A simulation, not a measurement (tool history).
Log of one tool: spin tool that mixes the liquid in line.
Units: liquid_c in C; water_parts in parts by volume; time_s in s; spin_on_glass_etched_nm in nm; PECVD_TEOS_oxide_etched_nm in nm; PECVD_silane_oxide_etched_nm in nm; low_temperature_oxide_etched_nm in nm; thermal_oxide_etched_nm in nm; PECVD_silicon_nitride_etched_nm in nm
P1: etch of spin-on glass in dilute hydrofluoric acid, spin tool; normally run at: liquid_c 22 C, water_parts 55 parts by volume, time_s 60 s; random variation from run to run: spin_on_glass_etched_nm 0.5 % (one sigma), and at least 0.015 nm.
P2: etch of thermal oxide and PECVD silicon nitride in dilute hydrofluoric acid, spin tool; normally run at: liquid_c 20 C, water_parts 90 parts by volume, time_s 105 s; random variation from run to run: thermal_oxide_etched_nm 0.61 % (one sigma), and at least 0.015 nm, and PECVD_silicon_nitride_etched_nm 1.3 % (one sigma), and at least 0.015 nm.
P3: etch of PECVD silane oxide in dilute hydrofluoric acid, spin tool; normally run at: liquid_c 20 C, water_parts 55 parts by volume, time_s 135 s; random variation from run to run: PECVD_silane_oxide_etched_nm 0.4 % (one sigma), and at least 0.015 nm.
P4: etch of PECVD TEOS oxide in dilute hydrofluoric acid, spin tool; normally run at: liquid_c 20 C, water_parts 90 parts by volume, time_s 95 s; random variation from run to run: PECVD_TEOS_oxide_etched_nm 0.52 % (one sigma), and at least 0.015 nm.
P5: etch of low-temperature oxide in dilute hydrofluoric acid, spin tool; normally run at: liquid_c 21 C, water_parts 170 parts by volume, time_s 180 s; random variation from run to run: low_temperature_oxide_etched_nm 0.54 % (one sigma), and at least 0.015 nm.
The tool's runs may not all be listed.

run   hour  process  liquid_c  water_parts  time_s  spin_on_glass_etched_nm  PECVD_TEOS_oxide_etched_nm  PECVD_silane_oxide_etched_nm  low_temperature_oxide_etched_nm  thermal_oxide_etched_nm  PECVD_silicon_nitride_etched_nm
  1   11.1       P1        22           55      60                   36.547
  2   22.3       P4        20          125      95                                               5.4432
  3   29.2       P3        20           25     135                                                                             121.83
  4   38.9       P1      25.5           55      60                   41.659
  5     51       P1        22           55      60                   36.349
  6   57.3       P1        22           55      95                   57.546
  7   67.7       P5        21          170     180                                                                                                              14.828
  8   79.4       P1        22           55      60                   36.048
  9   87.8       P2        20           90     105                                                                                                                                       4.7021                           2.0315
 10   93.4       P3      27.5           55     135                                                                             72.852
 11  105.7       P1        26           85      60                   26.482
 12  116.2       P1        22           25      60                   82.579
 13  126.3       P4        17           90      95                                               7.0385
 14  132.5       P1        22           55      60                   36.298
 15  140.3       P2        20           90     105                                                                                                                                       4.7341                           2.0677
 16  151.5       P1        22           55      15                   9.0157
 17  162.6       P1        28           80      60                   30.726
 18  173.8       P3        20           55     135                                                                             52.972
 19  182.5       P5        21          170     180                                                                                                               14.79
 20  187.9       P1      27.5           95      60                   24.764
 21  198.6       P1        22           85      60                   22.702
 22  205.7       P1        22           55      60                   36.433
 23  214.4       P5        28          170     180                                                                                                              19.222
 24  222.9       P4        20           90      35                                               2.9247
 25  230.8       P2        20           90      15                                                                                                                                      0.65125                          0.25566
 26  238.9       P5        21          170     310                                                                                                              25.224
 27  250.5       P3        20           55      15                                                                             5.9253
 28  257.9       P2      27.5           90     105                                                                                                                                       6.3751                           3.3386
 29  270.3       P1        22           55      60                   36.273
 30  277.5       P4        20           90      95                                               8.0416
 31  283.5       P3        20           55     135                                                                             53.365
 32  292.7       P4        20           90      95                                               7.9834
 33    303       P2        20           40     105                                                                                                                                       11.398                           4.5283
 34  312.5       P5        21           50     180                                                                                                              57.446
 35  322.4       P1        17           55      60                   29.166
 36  330.4       P1        22           55      60                   36.117
 37  337.5       P1        22           55      60                   37.309
 38  348.4       P1        22           55      60                   38.168
 39  355.4       P1        22           55      60                   38.565
 40  365.6       P1        22           55      60                   38.929
 41    372       P1        22           55      60                   38.871
 42  378.9       P1        22           55      60                   38.809
 43  385.5       P1        22           55      60                    39.03

What P1 gives has crept away from where it was. These 2 causes fit the log equally well, each at the size given:
A: liquid hotter than its thermometer reads (K) = 1.77
B: hydrofluoric acid flow above the setpoint (%) = 7.1
The creep began at about hour 330.4.

4 check runs are offered, each on 5 wafers whose results are averaged, their results left as question marks. Which one tells the causes apart?
check 1  392.1       P4        17           90      95                                                    ?
check 2  392.1       P5        21           60     290                                                                                                                   ?
check 3  392.1       P3      26.5           55     135                                                                                  ?
check 4  392.1       P2        20           90      65                                                                                                                                            ?                                ?

What each check would give under each cause:
  check                           result    if A    if B
check 1       PECVD_TEOS_oxide_etched_nm  7.5827   7.586
check 2  low_temperature_oxide_etched_nm  81.968  81.965
check 3     PECVD_silane_oxide_etched_nm  75.081  75.321
check 4          thermal_oxide_etched_nm  3.1535  3.1624
check 4  PECVD_silicon_nitride_etched_nm  1.4213  1.3478
How far apart the two closest causes lie, in the result that separates them most: check 1 0.04 %; check 2 0 %; check 3 0.32 %; check 4 5.31 %
Only check 4 tells the causes apart: in the others they would give nearly the same result.

Then check 4 was run and gave: thermal_oxide_etched_nm 3.1593 nm; PECVD_silicon_nitride_etched_nm 1.4027 nm. Which cause is it?

It is A: liquid hotter than its thermometer reads (K).
